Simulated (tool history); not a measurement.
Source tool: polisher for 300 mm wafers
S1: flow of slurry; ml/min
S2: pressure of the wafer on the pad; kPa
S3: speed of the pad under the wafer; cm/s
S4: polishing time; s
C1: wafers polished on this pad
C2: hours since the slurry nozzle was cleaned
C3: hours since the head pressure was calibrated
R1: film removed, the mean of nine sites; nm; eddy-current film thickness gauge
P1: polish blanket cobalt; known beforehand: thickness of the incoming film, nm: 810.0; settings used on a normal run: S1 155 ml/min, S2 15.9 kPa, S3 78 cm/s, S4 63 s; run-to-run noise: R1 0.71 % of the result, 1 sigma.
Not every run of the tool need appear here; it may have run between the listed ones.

run,hour,S1,S2,S3,S4,C1,C2,C3,R1
1,4.1,155,15.9,78,63,727,429.5,649.2,321.52
2,7.3,155,15.9,78,63,756,432.7,652.4,319.15
3,11.4,155,15.9,78,33,794,436.8,656.5,168.32
4,13.7,155,20.7,78,63,815,439.1,658.8,419.48
5,18.2,155,23.4,78,36,855,443.6,663.3,266.58
6,21.2,155,15.9,78,63,883,446.6,666.3,317.92
7,24.3,100,15.9,78,63,911,449.7,669.4,289.56
8,26.7,225,15.9,78,63,933,452.1,671.8,335.47
9,29.2,155,15.9,36,63,955,454.6,674.3,146.59
10,33.4,195,20.0,78,63,993,458.8,678.5,415.56
# hour 34.2: head pressure recalibrated
11,37.6,155,15.9,102,63,1032,463.0,3.4,416.67
12,40.6,155,8.3,78,63,1059,466.0,6.4,167.24
13,45.1,105,15.9,78,85,1100,470.5,10.9,395.06
14,47.5,155,15.9,78,63,1122,472.9,13.3,312.63
15,51.8,155,15.9,78,96,1161,477.2,17.6,481.48
16,54.4,155,15.9,78,63,1184,479.8,20.2,319.71
17,58.8,155,15.9,78,63,1224,484.2,24.6,321.03
18,64.0,155,15.9,78,63,1271,489.4,29.8,309.28
19,68.6,155,15.9,78,63,1313,494.0,34.4,301.11
20,70.9,155,15.9,78,63,1334,496.3,36.7,295.80
# hour 74.2: head pressure recalibrated
21,76.0,155,15.9,78,63,1380,501.4,1.8,295.03

Run 22 comes next. What will it give?
22,79.6,155,15.9,78,63,1413,505.0,5.4,?

Run 22 measured R1 291.79 nm.

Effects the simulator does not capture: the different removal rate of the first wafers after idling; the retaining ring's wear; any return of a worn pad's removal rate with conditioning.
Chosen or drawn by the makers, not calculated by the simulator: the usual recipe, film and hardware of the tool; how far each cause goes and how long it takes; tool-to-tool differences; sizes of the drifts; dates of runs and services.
